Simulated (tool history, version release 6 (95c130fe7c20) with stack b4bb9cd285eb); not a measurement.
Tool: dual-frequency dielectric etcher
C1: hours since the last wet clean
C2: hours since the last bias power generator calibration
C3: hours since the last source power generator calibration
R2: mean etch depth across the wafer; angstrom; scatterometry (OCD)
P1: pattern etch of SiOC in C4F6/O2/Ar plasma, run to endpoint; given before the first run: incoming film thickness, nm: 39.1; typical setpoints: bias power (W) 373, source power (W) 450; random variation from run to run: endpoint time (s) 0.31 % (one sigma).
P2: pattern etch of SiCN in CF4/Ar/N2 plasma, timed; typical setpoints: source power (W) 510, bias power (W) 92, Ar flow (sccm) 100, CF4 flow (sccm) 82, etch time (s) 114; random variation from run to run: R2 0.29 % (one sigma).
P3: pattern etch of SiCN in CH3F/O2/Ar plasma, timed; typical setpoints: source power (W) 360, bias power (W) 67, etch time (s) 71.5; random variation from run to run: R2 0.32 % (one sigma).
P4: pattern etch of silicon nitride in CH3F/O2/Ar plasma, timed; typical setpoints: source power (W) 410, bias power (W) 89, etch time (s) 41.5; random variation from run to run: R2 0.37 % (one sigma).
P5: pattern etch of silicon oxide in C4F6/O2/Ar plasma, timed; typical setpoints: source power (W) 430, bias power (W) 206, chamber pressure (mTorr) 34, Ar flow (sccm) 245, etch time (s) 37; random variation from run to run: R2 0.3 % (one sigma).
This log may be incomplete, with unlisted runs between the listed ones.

{"run": 1, "day": 0.308, "process that ran": "P1", "bias power (W)": 373, "source power (W)": 450, "C1": 157.4, "C2": 1743.8, "C3": 611.6, "endpoint time (s)": 14.085}
{"run": 2, "day": 0.542, "process that ran": "P1", "bias power (W)": 373, "source power (W)": 450, "C1": 163, "C2": 1749.4, "C3": 617.2, "endpoint time (s)": 14.186}
{"run": 3, "day": 0.942, "process that ran": "P1", "bias power (W)": 485, "source power (W)": 380, "C1": 172.6, "C2": 1759, "C3": 626.8, "endpoint time (s)": 13.659}
{"run": 4, "day": 1.325, "process that ran": "P1", "bias power (W)": 373, "source power (W)": 360, "C1": 181.8, "C2": 1768.2, "C3": 636, "endpoint time (s)": 15.412}
{"run": 5, "day": 1.721, "process that ran": "P1", "bias power (W)": 237, "source power (W)": 520, "C1": 191.3, "C2": 1777.7, "C3": 645.5, "endpoint time (s)": 15.598}
{"run": 6, "day": 2.104, "process that ran": "P2", "bias power (W)": 92, "source power (W)": 510, "Ar flow (sccm)": 100, "CF4 flow (sccm)": 82, "etch time (s)": 62.5, "C1": 200.5, "C2": 1786.9, "C3": 654.7, "R2": 665.33}
{"run": 7, "day": 2.475, "process that ran": "P3", "bias power (W)": 67, "source power (W)": 290, "etch time (s)": 71.5, "C1": 209.4, "C2": 1795.8, "C3": 663.6, "R2": 231.35}
{"run": 8, "day": 2.829, "process that ran": "P1", "bias power (W)": 232, "source power (W)": 450, "C1": 217.9, "C2": 1804.3, "C3": 672.1, "endpoint time (s)": 16.63}
{"run": 9, "day": 3.15, "process that ran": "P3", "bias power (W)": 86, "source power (W)": 360, "etch time (s)": 71.5, "C1": 225.6, "C2": 1812, "C3": 679.8, "R2": 274.32}
{"run": 10, "day": 3.492, "process that ran": "P2", "bias power (W)": 92, "source power (W)": 510, "Ar flow (sccm)": 100, "CF4 flow (sccm)": 82, "etch time (s)": 114, "C1": 233.8, "C2": 1820.2, "C3": 688, "R2": 1214.5}
{"run": 11, "day": 3.721, "process that ran": "P5", "bias power (W)": 206, "source power (W)": 430, "Ar flow (sccm)": 145, "etch time (s)": 37, "chamber pressure (mTorr)": 34, "C1": 239.3, "C2": 1825.7, "C3": 693.5, "R2": 1387.9}
{"run": 12, "day": 4.129, "process that ran": "P2", "bias power (W)": 109, "source power (W)": 510, "Ar flow (sccm)": 100, "CF4 flow (sccm)": 82, "etch time (s)": 114, "C1": 249.1, "C2": 1835.5, "C3": 703.3, "R2": 1289.7}
{"run": 13, "day": 4.483, "process that ran": "P4", "bias power (W)": 89, "source power (W)": 410, "etch time (s)": 41.5, "C1": 257.6, "C2": 1844, "C3": 711.8, "R2": 309.14}
{"run": 14, "day": 4.708, "process that ran": "P4", "bias power (W)": 89, "source power (W)": 410, "etch time (s)": 58, "C1": 263, "C2": 1849.4, "C3": 717.2, "R2": 434.13}
{"run": 15, "day": 5.038, "process that ran": "P1", "bias power (W)": 373, "source power (W)": 450, "C1": 270.9, "C2": 1857.3, "C3": 725.1, "endpoint time (s)": 14.153}
{"run": 16, "day": 5.3, "process that ran": "P4", "bias power (W)": 89, "source power (W)": 280, "etch time (s)": 41.5, "C1": 277.2, "C2": 1863.6, "C3": 731.4, "R2": 269.63}
{"run": 17, "day": 5.662, "process that ran": "P1", "bias power (W)": 468, "source power (W)": 450, "C1": 285.9, "C2": 1872.3, "C3": 740.1, "endpoint time (s)": 12.999}
{"run": 18, "day": 6.05, "process that ran": "P5", "bias power (W)": 291, "source power (W)": 430, "Ar flow (sccm)": 245, "etch time (s)": 37, "chamber pressure (mTorr)": 34, "C1": 295.2, "C2": 1881.6, "C3": 749.4, "R2": 1471.7}
{"run": 19, "day": 6.288, "process that ran": "P5", "bias power (W)": 206, "source power (W)": 430, "Ar flow (sccm)": 245, "etch time (s)": 23.5, "chamber pressure (mTorr)": 34, "C1": 300.9, "C2": 1887.3, "C3": 755.1, "R2": 831.69}
{"run": 20, "day": 6.688, "process that ran": "P2", "bias power (W)": 92, "source power (W)": 510, "Ar flow (sccm)": 77, "CF4 flow (sccm)": 82, "etch time (s)": 114, "C1": 310.5, "C2": 1896.9, "C3": 764.7, "R2": 1254.6}
{"run": 21, "day": 7.075, "process that ran": "P1", "bias power (W)": 373, "source power (W)": 450, "C1": 319.8, "C2": 1906.2, "C3": 774, "endpoint time (s)": 14.108}
{"run": 22, "day": 7.333, "process that ran": "P1", "bias power (W)": 232, "source power (W)": 300, "C1": 326, "C2": 1912.4, "C3": 780.2, "endpoint time (s)": 19.398}
{"run": 23, "day": 7.696, "process that ran": "P1", "bias power (W)": 373, "source power (W)": 540, "C1": 334.7, "C2": 1921.1, "C3": 788.9, "endpoint time (s)": 13.273}
{"run": 24, "day": 8.029, "process that ran": "P2", "bias power (W)": 92, "source power (W)": 350, "Ar flow (sccm)": 100, "CF4 flow (sccm)": 82, "etch time (s)": 114, "C1": 342.7, "C2": 1929.1, "C3": 796.9, "R2": 874.21}
{"run": 25, "day": 8.25, "process that ran": "P5", "bias power (W)": 206, "source power (W)": 430, "Ar flow (sccm)": 245, "etch time (s)": 37, "chamber pressure (mTorr)": 26.5, "C1": 348, "C2": 1934.4, "C3": 802.2, "R2": 1339.8}
{"run": 26, "day": 8.462, "process that ran": "P2", "bias power (W)": 92, "source power (W)": 510, "Ar flow (sccm)": 100, "CF4 flow (sccm)": 104, "etch time (s)": 114, "C1": 353.1, "C2": 1939.5, "C3": 807.3, "R2": 1244.6}
{"run": 27, "day": 8.821, "process that ran": "P5", "bias power (W)": 206, "source power (W)": 430, "Ar flow (sccm)": 245, "etch time (s)": 37, "chamber pressure (mTorr)": 34, "C1": 361.7, "C2": 1948.1, "C3": 815.9, "R2": 1305.9}
{"run": 28, "day": 9.042, "process that ran": "P5", "bias power (W)": 206, "source power (W)": 320, "Ar flow (sccm)": 245, "etch time (s)": 37, "chamber pressure (mTorr)": 34, "C1": 367, "C2": 1953.4, "C3": 821.2, "R2": 1168.7}
{"run": 29, "day": 9.317, "process that ran": "P4", "bias power (W)": 67, "source power (W)": 410, "etch time (s)": 41.5, "C1": 373.6, "C2": 1960, "C3": 827.8, "R2": 281.58}
{"run": 30, "day": 9.683, "process that ran": "P3", "bias power (W)": 67, "source power (W)": 360, "etch time (s)": 71.5, "C1": 382.4, "C2": 1968.8, "C3": 836.6, "R2": 250.02}
{"run": 31, "day": 9.933, "process that ran": "P3", "bias power (W)": 67, "source power (W)": 360, "etch time (s)": 105, "C1": 388.4, "C2": 1974.8, "C3": 842.6, "R2": 367.07}
{"run": 32, "day": 10.25, "process that ran": "P3", "bias power (W)": 67, "source power (W)": 360, "etch time (s)": 71.5, "C1": 396, "C2": 1982.4, "C3": 850.2, "R2": 249.08}
{"run": 33, "day": 10.646, "process that ran": "P1", "bias power (W)": 373, "source power (W)": 450, "C1": 405.5, "C2": 1991.9, "C3": 859.7, "endpoint time (s)": 14.084}
{"run": 34, "day": 10.838, "process that ran": "P1", "bias power (W)": 373, "source power (W)": 450, "C1": 410.1, "C2": 1996.5, "C3": 864.3, "endpoint time (s)": 14.181}
{"run": 35, "day": 11.088, "process that ran": "P1", "bias power (W)": 373, "source power (W)": 450, "C1": 416.1, "C2": 2002.5, "C3": 870.3, "endpoint time (s)": 14.251}
{"run": 36, "day": 11.4, "process that ran": "P1", "bias power (W)": 373, "source power (W)": 450, "C1": 423.6, "C2": 2010, "C3": 877.8, "endpoint time (s)": 14.307}
{"run": 37, "day": 11.796, "process that ran": "P1", "bias power (W)": 373, "source power (W)": 450, "C1": 433.1, "C2": 2019.5, "C3": 887.3, "endpoint time (s)": 14.375}
{"day": 11.846, "done": "wet clean of the chamber"}
{"run": 38, "day": 12.2, "process that ran": "P1", "bias power (W)": 373, "source power (W)": 450, "C1": 8.5, "C2": 2029.2, "C3": 897, "endpoint time (s)": 14.398}
{"run": 39, "day": 12.583, "process that ran": "P1", "bias power (W)": 373, "source power (W)": 450, "C1": 17.7, "C2": 2038.4, "C3": 906.2, "endpoint time (s)": 14.428}
{"run": 40, "day": 12.933, "process that ran": "P1", "bias power (W)": 373, "source power (W)": 450, "C1": 26.1, "C2": 2046.8, "C3": 914.6, "endpoint time (s)": 14.399}

Something has made what P1 gives creep away from where it was; the 2 causes below, each at its own stated size, fit the log equally well:
A: bias power that arrives under what is set, % = 4.31
B: source power that arrives under what is set, % = 4.06
Onset of the creep was near day 10.646.
All other causes, with the reason each is excluded:
chamber walls in a state that lowers the etch rate, %: serviced at day 11.846, after the drift had started, without restoring the earlier output

Consider the 4 single-wafer check runs listed below, results given as question marks: which one distinguishes between the causes by giving clearly different results for each?
{"run": "check 1", "day": 13.283, "process that ran": "P4", "bias power (W)": 68, "source power (W)": 410, "etch time (s)": 41.5, "R2": "?"}
{"run": "check 2", "day": 13.283, "process that ran": "P3", "bias power (W)": 67, "source power (W)": 290, "etch time (s)": 71.5, "R2": "?"}
{"run": "check 3", "day": 13.283, "process that ran": "P2", "bias power (W)": 92, "source power (W)": 510, "Ar flow (sccm)": 100, "CF4 flow (sccm)": 82, "etch time (s)": 92.5, "R2": "?"}
{"run": "check 4", "day": 13.283, "process that ran": "P5", "bias power (W)": 206, "source power (W)": 350, "Ar flow (sccm)": 245, "etch time (s)": 28.5, "chamber pressure (mTorr)": 34, "R2": "?"}

What each check would give under each cause:
check=check_1 result=R2 if_A=277.54 if_B=277.26
check=check_2 result=R2 if_A=226.96 if_B=226.98
check=check_3 result=R2 if_A=970.91 if_B=950.88
check=check_4 result=R2 if_A=916.09 if_B=914.65
Minimum pairwise separation of causes per check, each pair taken at its best-separating result: check 1 0.1 %; check 2 0.01 %; check 3 2.08 %; check 4 0.16 %
Check 3 tells the causes apart: in the others they would give nearly the same result.

Here is what check 3 returned: R2 972.68 angstrom. Which cause is it?

The correct cause is A, namely: bias power that arrives under what is set, %.
